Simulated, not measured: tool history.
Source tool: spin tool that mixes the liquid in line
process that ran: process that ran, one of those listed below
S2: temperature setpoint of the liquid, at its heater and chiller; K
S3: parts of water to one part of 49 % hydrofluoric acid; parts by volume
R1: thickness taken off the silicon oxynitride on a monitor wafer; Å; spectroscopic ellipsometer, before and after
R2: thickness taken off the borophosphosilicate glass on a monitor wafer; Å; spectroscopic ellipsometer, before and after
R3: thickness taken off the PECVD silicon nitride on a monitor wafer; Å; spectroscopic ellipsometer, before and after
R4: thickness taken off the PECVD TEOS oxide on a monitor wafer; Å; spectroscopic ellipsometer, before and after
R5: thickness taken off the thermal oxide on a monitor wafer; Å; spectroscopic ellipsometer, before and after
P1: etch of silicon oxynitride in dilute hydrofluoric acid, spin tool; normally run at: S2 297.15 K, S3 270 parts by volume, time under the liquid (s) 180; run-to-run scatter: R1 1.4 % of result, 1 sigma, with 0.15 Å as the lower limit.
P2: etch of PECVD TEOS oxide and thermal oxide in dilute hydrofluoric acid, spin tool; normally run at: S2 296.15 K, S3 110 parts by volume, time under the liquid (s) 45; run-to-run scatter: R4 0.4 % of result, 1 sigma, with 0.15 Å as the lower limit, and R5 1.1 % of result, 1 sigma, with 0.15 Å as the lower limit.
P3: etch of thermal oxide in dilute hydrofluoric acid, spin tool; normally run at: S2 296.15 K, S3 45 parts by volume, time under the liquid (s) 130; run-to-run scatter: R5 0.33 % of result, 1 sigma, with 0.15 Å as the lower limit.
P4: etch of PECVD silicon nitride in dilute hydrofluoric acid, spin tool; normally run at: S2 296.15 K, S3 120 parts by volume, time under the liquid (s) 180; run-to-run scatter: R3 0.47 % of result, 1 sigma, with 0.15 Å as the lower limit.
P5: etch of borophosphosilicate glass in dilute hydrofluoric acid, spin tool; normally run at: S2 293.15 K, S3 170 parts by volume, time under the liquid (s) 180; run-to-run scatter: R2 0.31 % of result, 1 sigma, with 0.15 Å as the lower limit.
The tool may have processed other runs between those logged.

run 1 day=0.392 | process_that_ran=P1 S2=297.15 S3=270 time_under_the_liquid_(s)=180 | R1=14.5020
run 2 day=0.746 | process_that_ran=P5 S2=293.15 S3=170 time_under_the_liquid_(s)=180 | R2=331.33
run 3 day=1.088 | process_that_ran=P1 S2=297.15 S3=270 time_under_the_liquid_(s)=180 | R1=14.3680
-- day=1.162 thermometer replaced
run 4 day=1.558 | process_that_ran=P4 S2=296.15 S3=205 time_under_the_liquid_(s)=180 | R3=41.139
run 5 day=1.808 | process_that_ran=P2 S2=296.15 S3=110 time_under_the_liquid_(s)=45 | R4=70.325 R5=18.7250
run 6 day=2.050 | process_that_ran=P4 S2=290.15 S3=120 time_under_the_liquid_(s)=180 | R3=47.264
run 7 day=2.429 | process_that_ran=P2 S2=292.15 S3=110 time_under_the_liquid_(s)=45 | R4=59.698 R5=15.8830
run 8 day=2.708 | process_that_ran=P3 S2=296.15 S3=45 time_under_the_liquid_(s)=55 | R5=59.7320
run 9 day=2.962 | process_that_ran=P3 S2=296.15 S3=45 time_under_the_liquid_(s)=130 | R5=141.5700
run 10 day=3.325 | process_that_ran=P4 S2=296.15 S3=120 time_under_the_liquid_(s)=180 | R3=70.497
run 11 day=3.533 | process_that_ran=P3 S2=299.65 S3=45 time_under_the_liquid_(s)=130 | R5=163.3700
run 12 day=3.925 | process_that_ran=P1 S2=302.65 S3=270 time_under_the_liquid_(s)=180 | R1=18.8130
run 13 day=4.196 | process_that_ran=P5 S2=301.15 S3=170 time_under_the_liquid_(s)=180 | R2=446.31
run 14 day=4.558 | process_that_ran=P1 S2=297.15 S3=270 time_under_the_liquid_(s)=90 | R1=7.5017
run 15 day=5.025 | process_that_ran=P1 S2=297.15 S3=485 time_under_the_liquid_(s)=180 | R1=7.1265
run 16 day=5.325 | process_that_ran=P1 S2=297.15 S3=140 time_under_the_liquid_(s)=180 | R1=30.9370
run 17 day=5.608 | process_that_ran=P2 S2=296.15 S3=110 time_under_the_liquid_(s)=45 | R4=70.770 R5=18.6630
run 18 day=5.996 | process_that_ran=P5 S2=293.15 S3=45 time_under_the_liquid_(s)=180 | R2=1436.70
run 19 day=6.371 | process_that_ran=P3 S2=296.15 S3=20 time_under_the_liquid_(s)=130 | R5=331.0200
run 20 day=6.771 | process_that_ran=P1 S2=297.15 S3=270 time_under_the_liquid_(s)=180 | R1=14.9010
run 21 day=7.146 | process_that_ran=P1 S2=297.15 S3=270 time_under_the_liquid_(s)=180 | R1=14.7930
run 22 day=7.583 | process_that_ran=P3 S2=296.15 S3=45 time_under_the_liquid_(s)=130 | R5=142.5700
run 23 day=8.038 | process_that_ran=P2 S2=296.15 S3=20 time_under_the_liquid_(s)=45 | R4=428.770 R5=115.7500
run 24 day=8.283 | process_that_ran=P1 S2=293.15 S3=270 time_under_the_liquid_(s)=180 | R1=12.1880
run 25 day=8.550 | process_that_ran=P5 S2=293.15 S3=170 time_under_the_liquid_(s)=95 | R2=174.10
run 26 day=8.833 | process_that_ran=P1 S2=297.15 S3=270 time_under_the_liquid_(s)=180 | R1=14.6800
run 27 day=9.292 | process_that_ran=P1 S2=297.15 S3=270 time_under_the_liquid_(s)=335 | R1=26.9440
run 28 day=9.542 | process_that_ran=P4 S2=296.15 S3=120 time_under_the_liquid_(s)=320 | R3=125.100
run 29 day=9.767 | process_that_ran=P1 S2=293.15 S3=270 time_under_the_liquid_(s)=60 | R1=4.1353
run 30 day=10.129 | process_that_ran=P2 S2=296.15 S3=110 time_under_the_liquid_(s)=15 | R4=23.332 R5=6.2698
run 31 day=10.338 | process_that_ran=P1 S2=297.15 S3=270 time_under_the_liquid_(s)=180 | R1=14.7950
run 32 day=10.592 | process_that_ran=P1 S2=297.15 S3=270 time_under_the_liquid_(s)=180 | R1=14.4400
run 33 day=10.846 | process_that_ran=P1 S2=297.15 S3=270 time_under_the_liquid_(s)=180 | R1=13.9630
run 34 day=11.179 | process_that_ran=P1 S2=297.15 S3=270 time_under_the_liquid_(s)=180 | R1=13.8100
run 35 day=11.562 | process_that_ran=P1 S2=297.15 S3=270 time_under_the_liquid_(s)=180 | R1=13.7460
run 36 day=11.842 | process_that_ran=P1 S2=297.15 S3=270 time_under_the_liquid_(s)=180 | R1=13.2370
run 37 day=12.196 | process_that_ran=P1 S2=297.15 S3=270 time_under_the_liquid_(s)=180 | R1=13.5160
run 38 day=12.433 | process_that_ran=P1 S2=297.15 S3=270 time_under_the_liquid_(s)=180 | R1=13.5810
run 39 day=12.738 | process_that_ran=P1 S2=297.15 S3=270 time_under_the_liquid_(s)=180 | R1=13.5890
run 40 day=13.058 | process_that_ran=P1 S2=297.15 S3=270 time_under_the_liquid_(s)=180 | R1=13.0130
run 41 day=13.333 | process_that_ran=P1 S2=297.15 S3=270 time_under_the_liquid_(s)=180 | R1=13.6280
run 42 day=13.575 | process_that_ran=P1 S2=297.15 S3=270 time_under_the_liquid_(s)=180 | R1=13.1880

What P1 gives has crept away from where it was. These 2 causes fit the log equally well, each at the size given:
A: liquid colder than its thermometer reads (K) = 2.01
B: hydrofluoric acid flow below the setpoint (%) = 7.04
The creep began at about day 10.338.

Which of the 4 check runs listed below separates the causes, so that each cause would produce a clearly different result? Each run uses one wafer, and its results are marked with question marks.
run check 1 day=13.817 | process_that_ran=P2 S2=296.15 S3=110 time_under_the_liquid_(s)=45 | R4=? R5=?
run check 2 day=13.817 | process_that_ran=P4 S2=296.15 S3=120 time_under_the_liquid_(s)=180 | R3=?
run check 3 day=13.817 | process_that_ran=P5 S2=293.15 S3=170 time_under_the_liquid_(s)=180 | R2=?
run check 4 day=13.817 | process_that_ran=P3 S2=296.15 S3=45 time_under_the_liquid_(s)=130 | R5=?

Outcome of each check run for each possible cause:
check=check_1 result=R4 if_A=64.563 if_B=64.419
check=check_1 result=R5 if_A=17.3450 if_B=17.3060
check=check_2 result=R3 if_A=61.551 if_B=65.463
check=check_3 result=R2 if_A=305.56 if_B=303.70
check=check_4 result=R5 if_A=130.3200 if_B=131.2200
Distance between the nearest two causes, measured in the result of the check that separates them most: check 1 0.22 %; check 2 6.16 %; check 3 0.61 %; check 4 0.69 %
The other checks would show nearly matching results whichever cause is true, so check 2 is the only one that separates the causes.

Running check 2 produced the following: R3 65.443 Å. Which one of the listed causes fits?

Of the candidate causes, it is B: hydrofluoric acid flow below the setpoint (%).
